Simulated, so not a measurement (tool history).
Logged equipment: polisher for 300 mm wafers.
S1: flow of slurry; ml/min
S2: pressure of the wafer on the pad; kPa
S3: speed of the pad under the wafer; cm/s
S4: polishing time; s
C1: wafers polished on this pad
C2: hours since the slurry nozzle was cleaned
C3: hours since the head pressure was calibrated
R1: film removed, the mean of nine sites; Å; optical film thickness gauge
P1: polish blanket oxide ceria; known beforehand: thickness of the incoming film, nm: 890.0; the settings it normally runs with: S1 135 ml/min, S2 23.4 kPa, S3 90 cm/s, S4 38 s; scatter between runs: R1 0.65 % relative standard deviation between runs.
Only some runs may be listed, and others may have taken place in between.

run	hour	S1	S2	S3	S4	C1	C2	C3	R1
1	5.4	135	23.4	90	38	771	282.6	494.8	1604.20
2	14.2	135	23.4	90	19	922	291.4	503.6	803.59
3	21.2	135	23.4	90	38	1042	298.4	510.6	1579.30
4	30.0	135	11.0	90	58	1193	307.2	519.4	1145.60
5	38.2	135	23.4	90	38	1333	315.4	527.6	1599.50
6	47.0	135	36.5	90	38	1484	324.2	536.4	2508.80
7	56.2	210	23.4	90	38	1642	333.4	545.6	1716.60
8	64.1	135	23.4	90	38	1778	341.3	553.5	1607.10
9	69.1	135	23.4	90	38	1863	346.3	558.5	1589.20
10	76.1	135	23.4	90	38	1984	353.3	565.5	1609.10
11	82.7	135	23.4	90	38	2097	359.9	572.1	1603.60
12	91.1	135	23.4	90	54	2241	368.3	580.5	2257.50
13	100.3	80	23.4	90	38	2399	377.5	589.7	1408.80
14	109.8	135	23.4	136	38	2562	387.0	599.2	2412.40
15	117.7	135	23.4	48	38	2697	394.9	607.1	859.26
16	124.1	135	17.2	90	38	2807	401.3	613.5	1172.50
17	131.3	135	23.4	90	38	2930	408.5	620.7	1613.90
18	137.7	135	23.4	90	38	3040	414.9	627.1	1569.40
19	147.2	135	23.4	90	38	3203	424.4	636.6	1551.00
20	155.9	135	23.4	90	38	3352	433.1	645.3	1525.80
21	162.2	135	23.4	90	38	3460	439.4	651.6	1488.10
22	171.0	135	23.4	90	38	3611	448.2	660.4	1498.80
# hour 172.6: worn pad replaced by a new one
23	178.4	135	23.4	90	38	100	455.6	667.8	1498.70

For run 24, what comes out?
24	188.8	135	23.4	90	38	279	466.0	678.2	?

R1: 1496.10 Å
